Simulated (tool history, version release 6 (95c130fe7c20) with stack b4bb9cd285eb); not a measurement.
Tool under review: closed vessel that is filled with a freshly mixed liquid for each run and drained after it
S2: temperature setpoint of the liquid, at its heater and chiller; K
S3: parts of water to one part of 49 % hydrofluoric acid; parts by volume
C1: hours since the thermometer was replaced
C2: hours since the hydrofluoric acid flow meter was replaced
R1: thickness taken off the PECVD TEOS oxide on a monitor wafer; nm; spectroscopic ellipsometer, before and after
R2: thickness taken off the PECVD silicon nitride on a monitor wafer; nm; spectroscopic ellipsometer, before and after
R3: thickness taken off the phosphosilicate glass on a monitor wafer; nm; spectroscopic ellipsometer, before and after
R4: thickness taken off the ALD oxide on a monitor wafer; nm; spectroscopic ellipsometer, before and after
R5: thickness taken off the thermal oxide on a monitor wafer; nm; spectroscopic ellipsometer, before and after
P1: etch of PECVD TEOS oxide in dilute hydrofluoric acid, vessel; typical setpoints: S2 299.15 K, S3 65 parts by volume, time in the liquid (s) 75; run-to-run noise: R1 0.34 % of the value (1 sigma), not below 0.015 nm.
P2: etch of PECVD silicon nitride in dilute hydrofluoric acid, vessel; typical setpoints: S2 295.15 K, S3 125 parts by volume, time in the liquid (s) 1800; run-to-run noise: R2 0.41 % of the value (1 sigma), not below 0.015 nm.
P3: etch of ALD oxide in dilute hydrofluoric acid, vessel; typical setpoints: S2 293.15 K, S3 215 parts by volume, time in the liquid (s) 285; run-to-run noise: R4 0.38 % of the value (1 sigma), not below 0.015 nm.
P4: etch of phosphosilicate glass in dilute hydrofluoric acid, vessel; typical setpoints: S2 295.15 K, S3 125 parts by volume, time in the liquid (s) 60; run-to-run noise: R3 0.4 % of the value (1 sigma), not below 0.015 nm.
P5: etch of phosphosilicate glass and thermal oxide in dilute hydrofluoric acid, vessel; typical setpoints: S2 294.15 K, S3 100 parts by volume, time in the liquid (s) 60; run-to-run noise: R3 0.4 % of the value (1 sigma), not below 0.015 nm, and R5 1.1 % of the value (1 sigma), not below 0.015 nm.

{"run": 1, "hour": 12.0, "process that ran": "P1", "S2": 299.15, "S3": 65, "time in the liquid (s)": 75, "C1": 1098.3, "C2": 270.1, "R1": 14.431}
{"run": 2, "hour": 23.8, "process that ran": "P2", "S2": 295.15, "S3": 125, "time in the liquid (s)": 1800, "C1": 1110.1, "C2": 281.9, "R2": 23.045}
{"run": 3, "hour": 29.7, "process that ran": "P1", "S2": 299.15, "S3": 65, "time in the liquid (s)": 75, "C1": 1116.0, "C2": 287.8, "R1": 14.307}
{"run": 4, "hour": 38.9, "process that ran": "P4", "S2": 295.15, "S3": 125, "time in the liquid (s)": 90, "C1": 1125.2, "C2": 297.0, "R3": 90.968}
{"run": 5, "hour": 48.8, "process that ran": "P1", "S2": 305.65, "S3": 65, "time in the liquid (s)": 30, "C1": 1135.1, "C2": 306.9, "R1": 7.4358}
{"run": 6, "hour": 54.9, "process that ran": "P1", "S2": 299.15, "S3": 65, "time in the liquid (s)": 145, "C1": 1141.2, "C2": 313.0, "R1": 27.932}
{"run": 7, "hour": 65.3, "process that ran": "P3", "S2": 293.15, "S3": 215, "time in the liquid (s)": 285, "C1": 1151.6, "C2": 323.4, "R4": 15.924}
{"run": 8, "hour": 73.6, "process that ran": "P3", "S2": 293.15, "S3": 215, "time in the liquid (s)": 100, "C1": 1159.9, "C2": 331.7, "R4": 5.6524}
{"run": 9, "hour": 82.8, "process that ran": "P1", "S2": 299.15, "S3": 65, "time in the liquid (s)": 75, "C1": 1169.1, "C2": 340.9, "R1": 14.359}
{"run": 10, "hour": 95.5, "process that ran": "P3", "S2": 290.15, "S3": 215, "time in the liquid (s)": 285, "C1": 1181.8, "C2": 353.6, "R4": 14.219}
{"run": 11, "hour": 104.6, "process that ran": "P2", "S2": 295.15, "S3": 225, "time in the liquid (s)": 1800, "C1": 1190.9, "C2": 362.7, "R2": 12.876}
{"run": 12, "hour": 114.1, "process that ran": "P1", "S2": 294.65, "S3": 65, "time in the liquid (s)": 75, "C1": 1200.4, "C2": 372.2, "R1": 12.028}
{"run": 13, "hour": 125.0, "process that ran": "P4", "S2": 295.15, "S3": 125, "time in the liquid (s)": 60, "C1": 1211.3, "C2": 383.1, "R3": 60.833}
{"run": 14, "hour": 131.2, "process that ran": "P1", "S2": 299.15, "S3": 65, "time in the liquid (s)": 30, "C1": 1217.5, "C2": 389.3, "R1": 5.75}
{"run": 15, "hour": 143.9, "process that ran": "P1", "S2": 305.15, "S3": 95, "time in the liquid (s)": 75, "C1": 1230.2, "C2": 402.0, "R1": 11.878}
{"run": 16, "hour": 151.2, "process that ran": "P3", "S2": 293.15, "S3": 215, "time in the liquid (s)": 285, "C1": 1237.5, "C2": 409.3, "R4": 15.974}
{"run": 17, "hour": 160.0, "process that ran": "P5", "S2": 290.15, "S3": 100, "time in the liquid (s)": 60, "C1": 1246.3, "C2": 418.1, "R3": 83.678, "R5": 2.1036}
{"run": 18, "hour": 171.6, "process that ran": "P1", "S2": 299.15, "S3": 40, "time in the liquid (s)": 75, "C1": 1257.9, "C2": 429.7, "R1": 24.202}
{"run": 19, "hour": 181.2, "process that ran": "P2", "S2": 299.65, "S3": 125, "time in the liquid (s)": 1800, "C1": 1267.5, "C2": 439.3, "R2": 30.967}
{"run": 20, "hour": 187.2, "process that ran": "P1", "S2": 299.15, "S3": 65, "time in the liquid (s)": 75, "C1": 1273.5, "C2": 445.3, "R1": 14.353}
{"run": 21, "hour": 199.1, "process that ran": "P5", "S2": 294.15, "S3": 155, "time in the liquid (s)": 60, "C1": 1285.4, "C2": 457.2, "R3": 59.876, "R5": 1.5066}
{"run": 22, "hour": 207.2, "process that ran": "P5", "S2": 294.15, "S3": 100, "time in the liquid (s)": 60, "C1": 1293.5, "C2": 465.3, "R3": 98.629, "R5": 2.4636}
{"run": 23, "hour": 218.1, "process that ran": "P5", "S2": 294.15, "S3": 100, "time in the liquid (s)": 115, "C1": 1304.4, "C2": 476.2, "R3": 188.51, "R5": 4.7362}
{"run": 24, "hour": 226.7, "process that ran": "P5", "S2": 294.15, "S3": 100, "time in the liquid (s)": 60, "C1": 1313.0, "C2": 484.8, "R3": 98.406, "R5": 2.4651}
{"run": 25, "hour": 233.0, "process that ran": "P1", "S2": 307.15, "S3": 65, "time in the liquid (s)": 75, "C1": 1319.3, "C2": 491.1, "R1": 19.567}
{"run": 26, "hour": 241.8, "process that ran": "P3", "S2": 293.15, "S3": 95, "time in the liquid (s)": 285, "C1": 1328.1, "C2": 499.9, "R4": 40.813}
{"run": 27, "hour": 253.5, "process that ran": "P1", "S2": 293.15, "S3": 25, "time in the liquid (s)": 75, "C1": 1339.8, "C2": 511.6, "R1": 30.639}
{"run": 28, "hour": 260.3, "process that ran": "P4", "S2": 295.15, "S3": 190, "time in the liquid (s)": 60, "C1": 1346.6, "C2": 518.4, "R3": 37.312}
{"run": 29, "hour": 272.2, "process that ran": "P1", "S2": 299.15, "S3": 90, "time in the liquid (s)": 75, "C1": 1358.5, "C2": 530.3, "R1": 10.009}
{"run": 30, "hour": 281.7, "process that ran": "P4", "S2": 290.15, "S3": 125, "time in the liquid (s)": 60, "C1": 1368.0, "C2": 539.8, "R3": 49.526}
{"run": 31, "hour": 289.6, "process that ran": "P2", "S2": 295.15, "S3": 125, "time in the liquid (s)": 950, "C1": 1375.9, "C2": 547.7, "R2": 12.229}
{"run": 32, "hour": 301.9, "process that ran": "P1", "S2": 299.15, "S3": 65, "time in the liquid (s)": 75, "C1": 1388.2, "C2": 560.0, "R1": 14.359}
{"run": 33, "hour": 313.2, "process that ran": "P1", "S2": 299.15, "S3": 65, "time in the liquid (s)": 75, "C1": 1399.5, "C2": 571.3, "R1": 14.742}
{"run": 34, "hour": 323.1, "process that ran": "P1", "S2": 299.15, "S3": 65, "time in the liquid (s)": 75, "C1": 1409.4, "C2": 581.2, "R1": 14.931}
{"run": 35, "hour": 335.0, "process that ran": "P1", "S2": 299.15, "S3": 65, "time in the liquid (s)": 75, "C1": 1421.3, "C2": 593.1, "R1": 15.053}
{"run": 36, "hour": 343.2, "process that ran": "P1", "S2": 299.15, "S3": 65, "time in the liquid (s)": 75, "C1": 1429.5, "C2": 601.3, "R1": 15.149}
{"run": 37, "hour": 355.5, "process that ran": "P1", "S2": 299.15, "S3": 65, "time in the liquid (s)": 75, "C1": 1441.8, "C2": 613.6, "R1": 15.041}
{"run": 38, "hour": 362.8, "process that ran": "P1", "S2": 299.15, "S3": 65, "time in the liquid (s)": 75, "C1": 1449.1, "C2": 620.9, "R1": 15.211}
{"run": 39, "hour": 370.1, "process that ran": "P1", "S2": 299.15, "S3": 65, "time in the liquid (s)": 75, "C1": 1456.4, "C2": 628.2, "R1": 15.282}
{"run": 40, "hour": 381.2, "process that ran": "P1", "S2": 299.15, "S3": 65, "time in the liquid (s)": 75, "C1": 1467.5, "C2": 639.3, "R1": 15.175}
{"run": 41, "hour": 387.1, "process that ran": "P1", "S2": 299.15, "S3": 65, "time in the liquid (s)": 75, "C1": 1473.4, "C2": 645.2, "R1": 15.298}

The log shows P1 creeping away from where it was. Any of the 2 causes listed here, at the size stated for it, fits the log just as well as the others:
A: hydrofluoric acid flow above the setpoint (%) = 5.31
B: liquid hotter than its thermometer reads (K) = 1.42
The creep began at about hour 301.9.

Question marks stand in for the results of the 4 check runs listed below, each run on one wafer. Under which run would the listed causes show clearly different results?
{"run": "check 1", "hour": 393.0, "process that ran": "P3", "S2": 293.15, "S3": 215, "time in the liquid (s)": 285, "R4": "?"}
{"run": "check 2", "hour": 393.0, "process that ran": "P4", "S2": 295.15, "S3": 125, "time in the liquid (s)": 60, "R3": "?"}
{"run": "check 3", "hour": 393.0, "process that ran": "P5", "S2": 294.15, "S3": 100, "time in the liquid (s)": 60, "R3": "?", "R5": "?"}
{"run": "check 4", "hour": 393.0, "process that ran": "P2", "S2": 295.15, "S3": 125, "time in the liquid (s)": 1800, "R2": "?"}

If the cause were each of the candidates in turn, the checks would give the following:
check=check_1 result=R4 if_A=17.0240 if_B=16.8830
check=check_2 result=R3 if_A=64.482 if_B=64.294
check=check_3 result=R3 if_A=104.220 if_B=104.210
check=check_3 result=R5 if_A=2.6243 if_B=2.6242
check=check_4 result=R2 if_A=24.299 if_B=25.362
How far apart the two closest causes lie, in the result that separates them most: check 1 0.83 %; check 2 0.29 %; check 3 0.01 %; check 4 4.28 %
The causes can be told apart only by check 4. The other checks would give nearly the same results under each of them.

Here is what check 4 returned: R2 25.237 nm. Which cause is it?

It is B: liquid hotter than its thermometer reads (K).

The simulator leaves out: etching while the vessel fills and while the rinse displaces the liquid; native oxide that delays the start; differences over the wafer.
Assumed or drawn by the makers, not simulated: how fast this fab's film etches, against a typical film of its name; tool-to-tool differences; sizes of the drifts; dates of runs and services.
